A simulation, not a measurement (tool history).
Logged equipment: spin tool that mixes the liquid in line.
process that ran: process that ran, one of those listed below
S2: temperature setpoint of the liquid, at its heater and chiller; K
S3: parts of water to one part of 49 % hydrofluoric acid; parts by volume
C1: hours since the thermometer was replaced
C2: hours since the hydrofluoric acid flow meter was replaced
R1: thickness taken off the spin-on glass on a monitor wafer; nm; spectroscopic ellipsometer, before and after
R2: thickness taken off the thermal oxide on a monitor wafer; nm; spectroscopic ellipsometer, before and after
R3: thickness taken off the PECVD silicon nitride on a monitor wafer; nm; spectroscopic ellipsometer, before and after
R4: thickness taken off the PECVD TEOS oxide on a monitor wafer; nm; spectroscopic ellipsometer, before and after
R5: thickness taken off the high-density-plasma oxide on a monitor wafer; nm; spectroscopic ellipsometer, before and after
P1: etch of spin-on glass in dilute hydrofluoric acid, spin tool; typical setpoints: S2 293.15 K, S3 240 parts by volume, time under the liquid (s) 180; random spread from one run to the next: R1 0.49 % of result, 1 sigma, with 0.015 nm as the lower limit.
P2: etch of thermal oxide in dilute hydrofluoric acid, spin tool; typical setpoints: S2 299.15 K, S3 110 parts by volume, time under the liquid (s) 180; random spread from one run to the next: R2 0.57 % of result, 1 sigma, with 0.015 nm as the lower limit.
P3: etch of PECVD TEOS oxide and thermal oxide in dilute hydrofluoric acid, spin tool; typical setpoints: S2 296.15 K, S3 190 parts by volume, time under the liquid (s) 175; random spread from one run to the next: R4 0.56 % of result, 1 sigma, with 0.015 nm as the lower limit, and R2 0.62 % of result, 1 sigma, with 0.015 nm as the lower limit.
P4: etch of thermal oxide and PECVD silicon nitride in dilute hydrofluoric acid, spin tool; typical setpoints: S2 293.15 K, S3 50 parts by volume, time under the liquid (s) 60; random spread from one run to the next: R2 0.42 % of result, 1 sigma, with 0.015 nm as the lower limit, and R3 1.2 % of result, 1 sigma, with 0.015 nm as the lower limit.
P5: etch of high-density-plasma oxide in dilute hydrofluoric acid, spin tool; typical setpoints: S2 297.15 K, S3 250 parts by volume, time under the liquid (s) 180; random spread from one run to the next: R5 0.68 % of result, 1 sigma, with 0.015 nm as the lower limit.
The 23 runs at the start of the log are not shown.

run 24 hour=100.1 | process_that_ran=P5 S2=297.15 S3=250 time_under_the_liquid_(s)=180 | C1=45.6 C2=416.6 | R5=3.4379
run 25 hour=104.7 | process_that_ran=P1 S2=293.15 S3=240 time_under_the_liquid_(s)=355 | C1=50.2 C2=421.2 | R1=34.947
run 26 hour=109.3 | process_that_ran=P5 S2=297.15 S3=250 time_under_the_liquid_(s)=180 | C1=54.8 C2=425.8 | R5=3.4238
run 27 hour=115.5 | process_that_ran=P1 S2=293.15 S3=130 time_under_the_liquid_(s)=95 | C1=61 C2=432 | R1=19.057
run 28 hour=120.1 | process_that_ran=P1 S2=293.15 S3=240 time_under_the_liquid_(s)=60 | C1=65.6 C2=436.6 | R1=5.8931
run 29 hour=125.9 | process_that_ran=P4 S2=293.15 S3=50 time_under_the_liquid_(s)=100 | C1=71.4 C2=442.4 | R2=8.19 R3=3.465
run 30 hour=129.9 | process_that_ran=P3 S2=296.15 S3=305 time_under_the_liquid_(s)=175 | C1=75.4 C2=446.4 | R2=2.3441 R4=3.7344
run 31 hour=135.8 | process_that_ran=P1 S2=290.15 S3=240 time_under_the_liquid_(s)=180 | C1=81.3 C2=452.3 | R1=15.757
run 32 hour=139.1 | process_that_ran=P1 S2=293.15 S3=240 time_under_the_liquid_(s)=180 | C1=84.6 C2=455.6 | R1=17.637
run 33 hour=143.3 | process_that_ran=P1 S2=293.15 S3=240 time_under_the_liquid_(s)=180 | C1=88.8 C2=459.8 | R1=17.134
run 34 hour=146.5 | process_that_ran=P1 S2=293.15 S3=240 time_under_the_liquid_(s)=180 | C1=92 C2=463 | R1=16.865
run 35 hour=150.6 | process_that_ran=P1 S2=293.15 S3=240 time_under_the_liquid_(s)=180 | C1=96.1 C2=467.1 | R1=16.548
run 36 hour=156.7 | process_that_ran=P1 S2=293.15 S3=240 time_under_the_liquid_(s)=180 | C1=102.2 C2=473.2 | R1=16.384
run 37 hour=160.6 | process_that_ran=P1 S2=293.15 S3=240 time_under_the_liquid_(s)=180 | C1=106.1 C2=477.1 | R1=16.385
run 38 hour=163.9 | process_that_ran=P1 S2=293.15 S3=240 time_under_the_liquid_(s)=180 | C1=109.4 C2=480.4 | R1=16.426
run 39 hour=169.3 | process_that_ran=P1 S2=293.15 S3=240 time_under_the_liquid_(s)=180 | C1=114.8 C2=485.8 | R1=16.28

Run 40 has not been measured yet. What should we expect?
run 40 hour=173.2 | process_that_ran=P1 S2=293.15 S3=240 time_under_the_liquid_(s)=180 | C1=118.7 C2=489.7 | R1=?

{"run 40": {"R1": 16.314}}

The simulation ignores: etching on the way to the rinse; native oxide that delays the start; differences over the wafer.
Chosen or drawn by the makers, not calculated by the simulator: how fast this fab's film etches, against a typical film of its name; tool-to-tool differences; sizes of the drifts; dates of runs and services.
